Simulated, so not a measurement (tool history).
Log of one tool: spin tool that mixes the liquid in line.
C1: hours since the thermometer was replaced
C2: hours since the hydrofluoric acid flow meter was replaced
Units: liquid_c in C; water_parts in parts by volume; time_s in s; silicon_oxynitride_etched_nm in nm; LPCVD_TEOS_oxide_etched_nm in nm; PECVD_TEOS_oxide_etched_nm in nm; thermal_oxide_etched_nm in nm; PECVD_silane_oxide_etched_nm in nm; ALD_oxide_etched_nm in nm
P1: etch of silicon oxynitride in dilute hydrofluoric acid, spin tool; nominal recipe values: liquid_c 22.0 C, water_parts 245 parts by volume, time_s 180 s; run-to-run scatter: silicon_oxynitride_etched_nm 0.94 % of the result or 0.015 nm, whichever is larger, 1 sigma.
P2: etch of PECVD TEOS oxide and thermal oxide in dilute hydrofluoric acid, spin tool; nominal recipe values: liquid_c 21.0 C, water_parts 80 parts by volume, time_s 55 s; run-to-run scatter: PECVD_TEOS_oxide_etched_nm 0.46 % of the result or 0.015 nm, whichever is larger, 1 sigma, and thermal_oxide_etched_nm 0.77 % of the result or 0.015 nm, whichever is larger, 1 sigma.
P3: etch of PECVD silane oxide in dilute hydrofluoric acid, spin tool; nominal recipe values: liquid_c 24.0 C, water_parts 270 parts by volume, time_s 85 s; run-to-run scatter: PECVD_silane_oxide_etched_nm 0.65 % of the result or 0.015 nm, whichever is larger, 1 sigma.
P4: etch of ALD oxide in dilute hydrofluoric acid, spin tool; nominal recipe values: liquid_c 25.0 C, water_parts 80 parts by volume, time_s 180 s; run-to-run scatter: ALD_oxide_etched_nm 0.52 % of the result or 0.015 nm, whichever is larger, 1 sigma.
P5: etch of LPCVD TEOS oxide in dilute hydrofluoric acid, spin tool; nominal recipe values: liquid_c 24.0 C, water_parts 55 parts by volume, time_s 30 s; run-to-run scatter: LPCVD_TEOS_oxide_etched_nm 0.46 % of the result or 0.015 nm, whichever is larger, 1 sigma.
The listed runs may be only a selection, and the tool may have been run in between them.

run 1 day=0.542 | process=P1 liquid_c=22.0 water_parts=245 time_s=180 | C1=1278.6 C2=186.0 | silicon_oxynitride_etched_nm=2.23200
run 2 day=0.883 | process=P5 liquid_c=24.0 water_parts=55 time_s=30 | C1=1286.8 C2=194.2 | LPCVD_TEOS_oxide_etched_nm=13.1160
run 3 day=1.312 | process=P1 liquid_c=22.0 water_parts=245 time_s=180 | C1=1297.1 C2=204.5 | silicon_oxynitride_etched_nm=2.18300
run 4 day=1.692 | process=P2 liquid_c=27.5 water_parts=80 time_s=55 | C1=1306.2 C2=213.6 | PECVD_TEOS_oxide_etched_nm=21.974 thermal_oxide_etched_nm=4.0797
run 5 day=2.062 | process=P2 liquid_c=21.0 water_parts=80 time_s=55 | C1=1315.1 C2=222.5 | PECVD_TEOS_oxide_etched_nm=17.037 thermal_oxide_etched_nm=3.0876
run 6 day=2.592 | process=P1 liquid_c=26.0 water_parts=245 time_s=180 | C1=1327.8 C2=235.2 | silicon_oxynitride_etched_nm=2.65080
run 7 day=3.117 | process=P1 liquid_c=22.0 water_parts=145 time_s=180 | C1=1340.4 C2=247.8 | silicon_oxynitride_etched_nm=4.10210
run 8 day=3.512 | process=P3 liquid_c=28.5 water_parts=270 time_s=85 | C1=1349.9 C2=257.3 | PECVD_silane_oxide_etched_nm=5.0194
run 9 day=4.104 | process=P1 liquid_c=26.5 water_parts=325 time_s=180 | C1=1364.1 C2=271.5 | silicon_oxynitride_etched_nm=1.96390
run 10 day=4.379 | process=P4 liquid_c=25.0 water_parts=30 time_s=180 | C1=1370.7 C2=278.1 | ALD_oxide_etched_nm=91.712
run 11 day=4.679 | process=P1 liquid_c=22.0 water_parts=245 time_s=30 | C1=1377.9 C2=285.3 | silicon_oxynitride_etched_nm=0.34857
run 12 day=4.938 | process=P1 liquid_c=22.0 water_parts=365 time_s=180 | C1=1384.1 C2=291.5 | silicon_oxynitride_etched_nm=1.39670
run 13 day=5.512 | process=P2 liquid_c=21.0 water_parts=80 time_s=95 | C1=1397.9 C2=305.3 | PECVD_TEOS_oxide_etched_nm=29.514 thermal_oxide_etched_nm=5.4114
run 14 day=6.079 | process=P3 liquid_c=24.0 water_parts=270 time_s=30 | C1=1411.5 C2=318.9 | PECVD_silane_oxide_etched_nm=1.5334
run 15 day=6.338 | process=P2 liquid_c=21.0 water_parts=115 time_s=55 | C1=1417.7 C2=325.1 | PECVD_TEOS_oxide_etched_nm=11.283 thermal_oxide_etched_nm=2.0568
run 16 day=6.900 | process=P3 liquid_c=24.0 water_parts=270 time_s=85 | C1=1431.2 C2=338.6 | PECVD_silane_oxide_etched_nm=4.3505
run 17 day=7.300 | process=P1 liquid_c=22.0 water_parts=245 time_s=295 | C1=1440.8 C2=348.2 | silicon_oxynitride_etched_nm=3.64600
run 18 day=7.854 | process=P3 liquid_c=24.0 water_parts=270 time_s=85 | C1=1454.1 C2=361.5 | PECVD_silane_oxide_etched_nm=4.4080
run 19 day=8.375 | process=P4 liquid_c=25.0 water_parts=80 time_s=180 | C1=1466.6 C2=374.0 | ALD_oxide_etched_nm=32.147
run 20 day=8.896 | process=P5 liquid_c=24.0 water_parts=95 time_s=30 | C1=1479.1 C2=386.5 | LPCVD_TEOS_oxide_etched_nm=7.1982
run 21 day=9.317 | process=P1 liquid_c=22.0 water_parts=245 time_s=180 | C1=1489.2 C2=396.6 | silicon_oxynitride_etched_nm=2.20370
run 22 day=9.638 | process=P1 liquid_c=22.0 water_parts=245 time_s=180 | C1=1496.9 C2=404.3 | silicon_oxynitride_etched_nm=2.23370
run 23 day=9.988 | process=P3 liquid_c=24.0 water_parts=90 time_s=85 | C1=1505.3 C2=412.7 | PECVD_silane_oxide_etched_nm=16.0770
run 24 day=10.312 | process=P5 liquid_c=31.5 water_parts=55 time_s=30 | C1=1513.1 C2=420.5 | LPCVD_TEOS_oxide_etched_nm=17.6370
run 25 day=10.775 | process=P5 liquid_c=24.0 water_parts=55 time_s=60 | C1=1524.2 C2=431.6 | LPCVD_TEOS_oxide_etched_nm=26.3570
run 26 day=11.162 | process=P4 liquid_c=30.5 water_parts=80 time_s=180 | C1=1533.5 C2=440.9 | ALD_oxide_etched_nm=40.253
run 27 day=11.550 | process=P1 liquid_c=22.0 water_parts=245 time_s=180 | C1=1542.8 C2=450.2 | silicon_oxynitride_etched_nm=2.23050
run 28 day=11.921 | process=P4 liquid_c=25.0 water_parts=80 time_s=310 | C1=1551.7 C2=459.1 | ALD_oxide_etched_nm=55.959
run 29 day=12.283 | process=P2 liquid_c=21.0 water_parts=80 time_s=55 | C1=1560.4 C2=467.8 | PECVD_TEOS_oxide_etched_nm=16.992 thermal_oxide_etched_nm=3.0391
run 30 day=12.717 | process=P1 liquid_c=17.0 water_parts=245 time_s=180 | C1=1570.8 C2=478.2 | silicon_oxynitride_etched_nm=1.79520
run 31 day=13.242 | process=P1 liquid_c=22.0 water_parts=245 time_s=180 | C1=1583.4 C2=490.8 | silicon_oxynitride_etched_nm=2.30490
run 32 day=13.738 | process=P1 liquid_c=22.0 water_parts=245 time_s=180 | C1=1595.3 C2=502.7 | silicon_oxynitride_etched_nm=2.33240
run 33 day=14.321 | process=P1 liquid_c=22.0 water_parts=245 time_s=180 | C1=1609.3 C2=516.7 | silicon_oxynitride_etched_nm=2.42400
run 34 day=14.829 | process=P1 liquid_c=22.0 water_parts=245 time_s=180 | C1=1621.5 C2=528.9 | silicon_oxynitride_etched_nm=2.44180
run 35 day=15.233 | process=P1 liquid_c=22.0 water_parts=245 time_s=180 | C1=1631.2 C2=538.6 | silicon_oxynitride_etched_nm=2.46690
run 36 day=15.758 | process=P1 liquid_c=22.0 water_parts=245 time_s=180 | C1=1643.8 C2=551.2 | silicon_oxynitride_etched_nm=2.46080
run 37 day=16.171 | process=P1 liquid_c=22.0 water_parts=245 time_s=180 | C1=1653.7 C2=561.1 | silicon_oxynitride_etched_nm=2.50560
run 38 day=16.529 | process=P1 liquid_c=22.0 water_parts=245 time_s=180 | C1=1662.3 C2=569.7 | silicon_oxynitride_etched_nm=2.50000
run 39 day=16.925 | process=P1 liquid_c=22.0 water_parts=245 time_s=180 | C1=1671.8 C2=579.2 | silicon_oxynitride_etched_nm=2.48620

Compared with where it was, what P1 gives has crept away. Each cause listed below fits the log as well as the rest, at the size given for it:
A: liquid hotter than its thermometer reads (K) = 2.45
B: hydrofluoric acid flow above the setpoint (%) = 9.72
Creep in the process output first set in at about day 13.242.

You are offered 4 check runs, listed below with question marks in place of their results; each one averages 3 wafers. Which run separates the listed causes by giving clearly different results for each?
run check 1 day=17.321 | process=P3 liquid_c=24.0 water_parts=270 time_s=85 | PECVD_silane_oxide_etched_nm=?
run check 2 day=17.321 | process=P5 liquid_c=24.0 water_parts=55 time_s=30 | LPCVD_TEOS_oxide_etched_nm=?
run check 3 day=17.321 | process=P2 liquid_c=21.0 water_parts=80 time_s=55 | PECVD_TEOS_oxide_etched_nm=? thermal_oxide_etched_nm=?
run check 4 day=17.321 | process=P4 liquid_c=25.0 water_parts=80 time_s=180 | ALD_oxide_etched_nm=?

Outcome of each check run for each possible cause:
check=check_1 result=PECVD_silane_oxide_etched_nm if_A=4.7677 if_B=4.9208
check=check_2 result=LPCVD_TEOS_oxide_etched_nm if_A=14.5100 if_B=14.5060
check=check_3 result=PECVD_TEOS_oxide_etched_nm if_A=18.781 if_B=18.804
check=check_3 result=thermal_oxide_etched_nm if_A=3.4161 if_B=3.4201
check=check_4 result=ALD_oxide_etched_nm if_A=35.596 if_B=35.790
Smallest distance between any two causes, each pair judged by its most separating result, in per cent: check 1 3.16 %; check 2 0.03 %; check 3 0.12 %; check 4 0.54 %
Check 1 distinguishes between the causes, while the remaining checks would return nearly the same result for all of them.

After running check 1, the following was obtained: PECVD_silane_oxide_etched_nm 4.7643 nm. Which cause does this point to?

It is A: liquid hotter than its thermometer reads (K).
